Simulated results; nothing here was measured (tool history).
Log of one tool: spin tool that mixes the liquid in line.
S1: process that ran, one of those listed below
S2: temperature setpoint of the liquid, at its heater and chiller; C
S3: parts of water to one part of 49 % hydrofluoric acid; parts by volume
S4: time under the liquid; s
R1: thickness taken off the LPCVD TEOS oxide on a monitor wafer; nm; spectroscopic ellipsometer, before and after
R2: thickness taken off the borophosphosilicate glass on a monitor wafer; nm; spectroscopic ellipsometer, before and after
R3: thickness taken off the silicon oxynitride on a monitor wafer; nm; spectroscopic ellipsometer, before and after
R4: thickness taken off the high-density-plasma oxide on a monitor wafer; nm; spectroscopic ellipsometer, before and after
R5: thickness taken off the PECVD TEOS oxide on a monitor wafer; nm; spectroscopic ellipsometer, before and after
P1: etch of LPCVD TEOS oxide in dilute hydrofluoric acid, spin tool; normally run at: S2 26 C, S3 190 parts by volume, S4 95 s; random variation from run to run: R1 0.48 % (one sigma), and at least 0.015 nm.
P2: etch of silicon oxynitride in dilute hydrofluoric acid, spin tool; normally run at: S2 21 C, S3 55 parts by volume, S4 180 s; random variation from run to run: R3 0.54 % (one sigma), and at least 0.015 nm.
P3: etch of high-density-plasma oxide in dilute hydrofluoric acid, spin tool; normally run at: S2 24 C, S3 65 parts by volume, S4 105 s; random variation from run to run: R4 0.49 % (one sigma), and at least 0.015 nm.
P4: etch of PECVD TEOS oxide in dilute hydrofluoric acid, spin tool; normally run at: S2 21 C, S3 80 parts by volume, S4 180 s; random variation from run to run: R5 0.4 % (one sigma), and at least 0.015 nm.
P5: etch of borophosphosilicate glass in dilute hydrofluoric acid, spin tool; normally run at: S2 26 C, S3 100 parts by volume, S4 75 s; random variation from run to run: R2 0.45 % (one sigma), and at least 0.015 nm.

run,hour,S1,S2,S3,S4,R1,R2,R3,R4,R5
1,12.7,P1,26,190,95,12.652,,,,
2,23.1,P5,26,185,75,,17.98,,,
3,36.2,P1,26,190,95,12.667,,,,
4,50.7,P2,21,55,180,,,9.3844,,
5,57.5,P1,26,190,95,12.698,,,,
6,68.5,P1,26,190,95,12.638,,,,
7,82.7,P2,21,85,180,,,5.8917,,
8,95.6,P1,26,190,45,5.9901,,,,
9,110.3,P3,29.5,65,105,,,,10.76,
10,120.2,P5,30,100,75,,42.726,,,
11,128.2,P1,26,190,95,12.516,,,,
12,138.1,P3,24,65,105,,,,8.5767,
13,144.8,P1,26,190,95,12.643,,,,
14,152,P2,21,55,180,,,9.4116,,
15,165.2,P1,26,190,165,21.853,,,,
16,177.3,P4,21,80,180,,,,,32.276
17,188,P4,21,140,180,,,,,17.163
18,202.2,P1,26,190,95,12.662,,,,
19,215,P2,17,55,180,,,7.5829,,
20,222.4,P4,28.5,80,180,,,,,43.266
21,230,P1,31,190,95,15.203,,,,
# hour 230.5: hydrofluoric acid flow meter replaced
22,239,P4,21,80,295,,,,,53.084
23,247.1,P1,32,190,155,25.369,,,,
24,259.6,P1,26,265,95,8.2828,,,,
25,271.7,P5,26,100,75,,37.054,,,
26,285.8,P3,24,115,105,,,,4.5978,
27,293.2,P4,21,80,180,,,,,32.083
28,307.3,P2,21,55,275,,,14.2,,
29,315.9,P3,24,65,210,,,,17.117,
30,326.4,P5,26,100,25,,12.23,,,
31,339.7,P1,26,105,95,25.491,,,,
32,346.1,P1,21.5,190,95,10.697,,,,
33,360.7,P1,26,190,95,12.622,,,,
34,372.8,P1,26,190,95,13.066,,,,
35,382.4,P1,26,190,95,13.167,,,,
36,396.7,P1,26,190,95,13.315,,,,
37,408.1,P1,26,190,95,13.383,,,,
38,415.1,P1,26,190,95,13.433,,,,
39,428,P1,26,190,95,13.444,,,,

What P1 gives has crept away from where it was. These 2 causes fit the log equally well, each at the size given:
A: hydrofluoric acid flow above the setpoint (%) = 4.75
B: liquid hotter than its thermometer reads (K) = 1.56
The creep began at about hour 360.7.

4 check runs are offered, each on 2 wafers whose results are averaged, their results left as question marks. Which one tells the causes apart?
check 1,440.9,P5,26,140,75,,?,,,
check 2,440.9,P2,17,55,275,,,?,,
check 3,440.9,P4,27,140,180,,,,,?
check 4,440.9,P3,24,110,175,,,,?,

What each check would give under each cause:
check,result,if A,if B
check 1,R2,26.302,26.414
check 2,R3,12.124,12.515
check 3,R5,22.819,22.898
check 4,R4,8.438,8.5094
How far apart the two closest causes lie, in the result that separates them most: check 1 0.43 %; check 2 3.18 %; check 3 0.35 %; check 4 0.84 %
Check 2 tells the causes apart: in the others they would give nearly the same result.

Then check 2 was run and gave: R3 12.074 nm. Which cause is it?

It is A: hydrofluoric acid flow above the setpoint (%).
